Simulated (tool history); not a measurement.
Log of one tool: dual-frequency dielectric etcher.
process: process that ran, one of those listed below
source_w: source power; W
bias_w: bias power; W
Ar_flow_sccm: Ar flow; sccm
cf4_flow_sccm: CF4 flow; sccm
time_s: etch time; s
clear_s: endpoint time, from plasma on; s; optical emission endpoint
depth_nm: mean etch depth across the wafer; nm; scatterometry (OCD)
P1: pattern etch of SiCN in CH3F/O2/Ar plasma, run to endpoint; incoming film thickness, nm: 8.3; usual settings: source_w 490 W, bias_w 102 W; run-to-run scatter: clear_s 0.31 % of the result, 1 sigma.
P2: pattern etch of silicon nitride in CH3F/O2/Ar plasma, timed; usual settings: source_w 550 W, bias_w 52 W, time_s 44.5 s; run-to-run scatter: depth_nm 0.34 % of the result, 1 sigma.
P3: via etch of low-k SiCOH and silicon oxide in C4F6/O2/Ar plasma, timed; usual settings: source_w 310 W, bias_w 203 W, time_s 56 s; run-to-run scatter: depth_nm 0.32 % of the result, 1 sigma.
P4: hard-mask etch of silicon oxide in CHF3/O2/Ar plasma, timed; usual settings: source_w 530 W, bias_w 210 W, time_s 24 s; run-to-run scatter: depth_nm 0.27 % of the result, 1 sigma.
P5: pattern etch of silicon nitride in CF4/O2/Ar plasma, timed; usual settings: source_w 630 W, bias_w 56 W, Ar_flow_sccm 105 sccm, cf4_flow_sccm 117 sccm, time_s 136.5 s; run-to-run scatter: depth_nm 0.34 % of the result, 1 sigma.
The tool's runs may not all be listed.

run,hour,process,source_w,bias_w,Ar_flow_sccm,cf4_flow_sccm,time_s,hours since the last wet clean,hours since the last source power generator calibration,hours since the last bias power generator calibration,clear_s,depth_nm
1,11.8,P1,490,102,,,,356.7,1768.5,517.1,18.097,
2,28.6,P5,630,78,105,117,136.5,373.5,1785.3,533.9,,392.56
3,41.5,P1,490,102,,,,386.4,1798.2,546.8,18.103,
4,53,P2,700,52,,,44.5,397.9,1809.7,558.3,,34.8
5,68.3,P5,630,56,105,84,136.5,413.2,1825,573.6,,331.01
6,80.6,P4,530,123,,,24,425.5,1837.3,585.9,,38.914
7,88.1,P3,310,203,,,81,433,1844.8,593.4,,194.09
8,96.9,P2,550,52,,,44.5,441.8,1853.6,602.2,,31.824
9,108.6,P5,630,56,105,117,136.5,453.5,1865.3,613.9,,343.51
10,119.8,P1,340,102,,,,464.7,1876.5,625.1,20.71,
11,127.2,P3,310,139,,,56,472.1,1883.9,632.5,,118.39
12,139,P4,530,210,,,13,483.9,1895.7,644.3,,25.19
13,151.6,P4,370,210,,,24,496.5,1908.3,656.9,,40.47
14,160,P1,490,63,,,,504.9,1916.7,665.3,21.576,
15,173.4,P1,490,102,,,,518.3,1930.1,678.7,18.201,
16,186.4,P1,580,102,,,,531.3,1943.1,691.7,17.028,
17,195.7,P2,550,52,,,44.5,540.6,1952.4,701,,31.779
18,205.9,P3,310,203,,,56,550.8,1962.6,711.2,,133.21
19,220.1,P1,490,102,,,,565,1976.8,725.4,18.231,
# hour 226.9: bias power generator calibrated
20,228.9,P5,630,56,146,117,136.5,573.8,1985.6,2.1,,330.73
21,239.8,P1,490,135,,,,584.7,1996.5,13,16.283,
22,255.3,P4,530,210,,,24,600.2,2012,28.5,,46.652
23,263.2,P5,630,56,105,117,170.5,608.1,2019.9,36.4,,429.36
24,277,P3,310,203,,,56,621.9,2033.7,50.2,,133.52
25,292.9,P3,400,203,,,56,637.8,2049.6,66.1,,146.32
26,306.6,P5,380,56,105,117,136.5,651.5,2063.3,79.8,,222.17
27,319.2,P2,550,42,,,44.5,664.1,2075.9,92.4,,29.653
28,334.7,P1,400,143,,,,679.6,2091.4,107.9,17.153,
29,350.4,P2,550,52,,,63.5,695.3,2107.1,123.6,,45.266
30,359.4,P4,530,210,,,24,704.3,2116.1,132.6,,46.288
31,367.8,P1,490,102,,,,712.7,2124.5,141,18.273,
32,382.3,P1,490,102,,,,727.2,2139,155.5,18.12,
33,395.2,P1,490,102,,,,740.1,2151.9,168.4,18.324,
34,407.2,P1,490,102,,,,752.1,2163.9,180.4,18.435,
35,418.9,P1,490,102,,,,763.8,2175.6,192.1,18.368,
36,432.8,P1,490,102,,,,777.7,2189.5,206,18.395,
37,449.1,P1,490,102,,,,794,2205.8,222.3,18.386,
# hour 454.9: wet clean of the chamber
38,465.9,P1,490,102,,,,11,2222.6,239.1,18.53,
39,479.3,P1,490,102,,,,24.4,2236,252.5,18.547,
40,493.1,P1,490,102,,,,38.2,2249.8,266.3,18.486,
41,502.7,P1,490,102,,,,47.8,2259.4,275.9,18.541,

What P1 gives has crept away from where it was. These 2 causes fit the log equally well, each at the size given:
A: source power that arrives under what is set, % = 4.78
B: bias power that arrives under what is set, % = 4.75
The creep began at about hour 382.3.
Why every other cause is out:
chamber walls in a state that lowers the etch rate, %: serviced at hour 454.9, which brought nothing back

4 check runs are offered, one wafer each, their results left as question marks. Which one tells the causes apart?
check 1,512.3,P2,640,43,,,44.5,,,,,?
check 2,512.3,P3,390,145,,,56,,,,,?
check 3,512.3,P5,430,56,105,117,136.5,,,,,?
check 4,512.3,P4,530,134,,,24,,,,,?

What each check would give under each cause:
check,result,if A,if B
check 1,depth_nm,31.234,31.415
check 2,depth_nm,128.81,129.42
check 3,depth_nm,237.04,242.82
check 4,depth_nm,39.219,39.36
How far apart the two closest causes lie, in the result that separates them most: check 1 0.58 %; check 2 0.47 %; check 3 2.41 %; check 4 0.36 %
Check 3 tells the causes apart: in the others they would give nearly the same result.

Then check 3 was run and gave: depth_nm 244.16 nm. Which cause is it?

It is B: bias power that arrives under what is set, %.
